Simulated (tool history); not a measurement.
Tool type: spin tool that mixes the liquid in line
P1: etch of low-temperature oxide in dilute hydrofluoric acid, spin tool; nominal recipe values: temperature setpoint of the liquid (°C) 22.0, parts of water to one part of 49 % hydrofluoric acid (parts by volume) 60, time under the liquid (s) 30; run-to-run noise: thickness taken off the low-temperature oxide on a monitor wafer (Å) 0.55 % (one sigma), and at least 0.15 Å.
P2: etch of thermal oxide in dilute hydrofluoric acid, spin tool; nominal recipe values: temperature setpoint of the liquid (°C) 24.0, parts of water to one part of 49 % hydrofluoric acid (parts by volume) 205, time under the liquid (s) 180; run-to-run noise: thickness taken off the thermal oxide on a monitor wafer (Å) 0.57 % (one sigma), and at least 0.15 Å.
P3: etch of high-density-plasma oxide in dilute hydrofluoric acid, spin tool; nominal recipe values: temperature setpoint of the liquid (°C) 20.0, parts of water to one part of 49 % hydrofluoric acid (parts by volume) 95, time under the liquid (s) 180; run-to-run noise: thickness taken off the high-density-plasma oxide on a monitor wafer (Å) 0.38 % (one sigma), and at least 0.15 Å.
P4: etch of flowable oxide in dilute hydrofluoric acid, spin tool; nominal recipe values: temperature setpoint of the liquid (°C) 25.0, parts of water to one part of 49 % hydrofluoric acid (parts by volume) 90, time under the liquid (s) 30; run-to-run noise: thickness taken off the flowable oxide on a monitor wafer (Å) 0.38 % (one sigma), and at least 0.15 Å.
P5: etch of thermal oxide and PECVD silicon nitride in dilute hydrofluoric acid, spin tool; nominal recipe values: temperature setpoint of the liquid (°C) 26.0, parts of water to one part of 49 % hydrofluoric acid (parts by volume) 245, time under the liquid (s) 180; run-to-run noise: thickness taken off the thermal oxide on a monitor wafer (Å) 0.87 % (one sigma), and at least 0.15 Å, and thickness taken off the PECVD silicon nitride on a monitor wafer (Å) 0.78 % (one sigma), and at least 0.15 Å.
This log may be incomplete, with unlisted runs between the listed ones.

| run | day | process that ran | temperature setpoint of the liquid (°C) | parts of water to one part of 49 % hydrofluoric acid (parts by volume) | time under the liquid (s) | thickness taken off the low-temperature oxide on a monitor wafer (Å) | thickness taken off the high-density-plasma oxide on a monitor wafer (Å) | thickness taken off the thermal oxide on a monitor wafer (Å) | thickness taken off the PECVD silicon nitride on a monitor wafer (Å) | thickness taken off the flowable oxide on a monitor wafer (Å) |
|---|---|---|---|---|---|---|---|---|---|---|
| 1 | 0.242 | P1 | 22.0 | 60 | 30 | 76.478 |  |  |  |  |
| 2 | 0.604 | P3 | 20.0 | 55 | 180 |  | 150.550 |  |  |  |
| 3 | 0.967 | P1 | 22.0 | 60 | 15 | 38.073 |  |  |  |  |
| 4 | 1.171 | P1 | 17.0 | 60 | 30 | 61.927 |  |  |  |  |
| 5 | 1.550 | P5 | 26.0 | 130 | 180 |  |  | 69.1380 | 54.397 |  |
| 6 | 1.821 | P5 | 18.5 | 245 | 180 |  |  | 24.4010 | 17.761 |  |
| 7 | 2.100 | P2 | 24.0 | 205 | 180 |  |  | 35.6560 |  |  |
|  | 2.279 | hydrofluoric acid flow meter replaced |
| 8 | 2.446 | P3 | 20.0 | 95 | 180 |  | 83.264 |  |  |  |
| 9 | 2.667 | P1 | 22.0 | 60 | 30 | 76.829 |  |  |  |  |
| 10 | 2.904 | P4 | 25.0 | 20 | 30 |  |  |  |  | 509.29 |
| 11 | 3.279 | P4 | 30.5 | 90 | 30 |  |  |  |  | 126.74 |
| 12 | 3.446 | P4 | 25.0 | 90 | 30 |  |  |  |  | 102.17 |
| 13 | 3.617 | P1 | 22.0 | 60 | 30 | 76.351 |  |  |  |  |
| 14 | 3.958 | P2 | 24.0 | 355 | 180 |  |  | 17.7340 |  |  |
| 15 | 4.271 | P5 | 26.0 | 245 | 180 |  |  | 32.0580 | 28.024 |  |
| 16 | 4.579 | P3 | 20.0 | 95 | 300 |  | 138.970 |  |  |  |
| 17 | 4.783 | P2 | 17.5 | 205 | 180 |  |  | 27.2940 |  |  |
| 18 | 5.112 | P1 | 22.0 | 60 | 30 | 75.831 |  |  |  |  |
| 19 | 5.458 | P1 | 22.0 | 60 | 30 | 76.087 |  |  |  |  |
| 20 | 5.821 | P1 | 22.0 | 60 | 30 | 76.111 |  |  |  |  |
| 21 | 6.071 | P3 | 27.5 | 95 | 180 |  | 111.960 |  |  |  |
| 22 | 6.446 | P1 | 27.0 | 60 | 30 | 93.550 |  |  |  |  |
| 23 | 6.704 | P1 | 22.0 | 20 | 30 | 237.090 |  |  |  |  |
| 24 | 7.004 | P5 | 26.0 | 245 | 285 |  |  | 50.3910 | 44.809 |  |
| 25 | 7.217 | P1 | 26.0 | 85 | 30 | 61.883 |  |  |  |  |
| 26 | 7.488 | P4 | 25.0 | 90 | 60 |  |  |  |  | 205.45 |
| 27 | 7.700 | P1 | 22.0 | 100 | 30 | 43.499 |  |  |  |  |
| 28 | 7.942 | P1 | 25.5 | 20 | 30 | 278.020 |  |  |  |  |
| 29 | 8.329 | P2 | 24.0 | 205 | 180 |  |  | 35.6180 |  |  |
| 30 | 8.700 | P2 | 24.0 | 205 | 15 |  |  | 2.6549 |  |  |
| 31 | 8.962 | P5 | 26.0 | 245 | 180 |  |  | 32.4600 | 28.173 |  |
| 32 | 9.275 | P1 | 22.0 | 60 | 50 | 128.220 |  |  |  |  |
| 33 | 9.492 | P1 | 22.0 | 60 | 30 | 76.634 |  |  |  |  |
| 34 | 9.667 | P1 | 22.0 | 60 | 30 | 75.341 |  |  |  |  |
| 35 | 9.967 | P1 | 22.0 | 60 | 30 | 74.797 |  |  |  |  |
| 36 | 10.354 | P1 | 22.0 | 60 | 30 | 73.548 |  |  |  |  |
| 37 | 10.704 | P1 | 22.0 | 60 | 30 | 73.761 |  |  |  |  |
| 38 | 10.971 | P1 | 22.0 | 60 | 30 | 72.918 |  |  |  |  |
| 39 | 11.254 | P1 | 22.0 | 60 | 30 | 72.426 |  |  |  |  |
| 40 | 11.533 | P1 | 22.0 | 60 | 30 | 71.556 |  |  |  |  |
| 41 | 11.825 | P1 | 22.0 | 60 | 30 | 71.622 |  |  |  |  |
| 42 | 12.204 | P1 | 22.0 | 60 | 30 | 71.127 |  |  |  |  |
| 43 | 12.571 | P1 | 22.0 | 60 | 30 | 70.582 |  |  |  |  |
| 44 | 12.912 | P1 | 22.0 | 60 | 30 | 71.246 |  |  |  |  |
| 45 | 13.192 | P1 | 22.0 | 60 | 30 | 71.495 |  |  |  |  |

Compared with where it was, what P1 gives has crept away. Each cause listed below fits the log as well as the rest, at the size given for it:
A: hydrofluoric acid flow below the setpoint (%) = 6.11
B: liquid colder than its thermometer reads (K) = 1.63
The onset of the drift is placed at about day 9.667.

The list below offers 4 check runs, each averaging the results of 2 wafers, and shows each result as a question mark. For which of them would the listed causes give clearly different results?
| check 1 | 13.471 | P2 | 19.5 | 205 | 70 |  |  | ? |  |  |
| check 2 | 13.471 | P4 | 25.0 | 50 | 50 |  |  |  |  | ? |
| check 3 | 13.471 | P3 | 20.0 | 55 | 180 |  | ? |  |  |  |
| check 4 | 13.471 | P5 | 18.5 | 130 | 180 |  |  | ? | ? |  |

Outcome of each check run for each possible cause:
| check | result | if A | if B |
|---|---|---|---|
| check 1 | thickness taken off the thermal oxide on a monitor wafer (Å) | 10.8610 | 10.9940 |
| check 2 | thickness taken off the flowable oxide on a monitor wafer (Å) | 304.60 | 304.72 |
| check 3 | thickness taken off the high-density-plasma oxide on a monitor wafer (Å) | 140.670 | 140.380 |
| check 4 | thickness taken off the thermal oxide on a monitor wafer (Å) | 47.6970 | 47.9160 |
| check 4 | thickness taken off the PECVD silicon nitride on a monitor wafer (Å) | 30.608 | 29.094 |
Gap, in per cent, between the two causes that each check separates least, read from the result that separates them most: check 1 1.22 %; check 2 0.04 %; check 3 0.21 %; check 4 5.07 %
Check 4 distinguishes between the causes, while the remaining checks would return nearly the same result for all of them.

The results of check 4 are: thickness taken off the thermal oxide on a monitor wafer (Å) 47.9390; thickness taken off the PECVD silicon nitride on a monitor wafer (Å) 28.909. Based on these, which of the listed causes is it?

It was cause B: liquid colder than its thermometer reads (K).
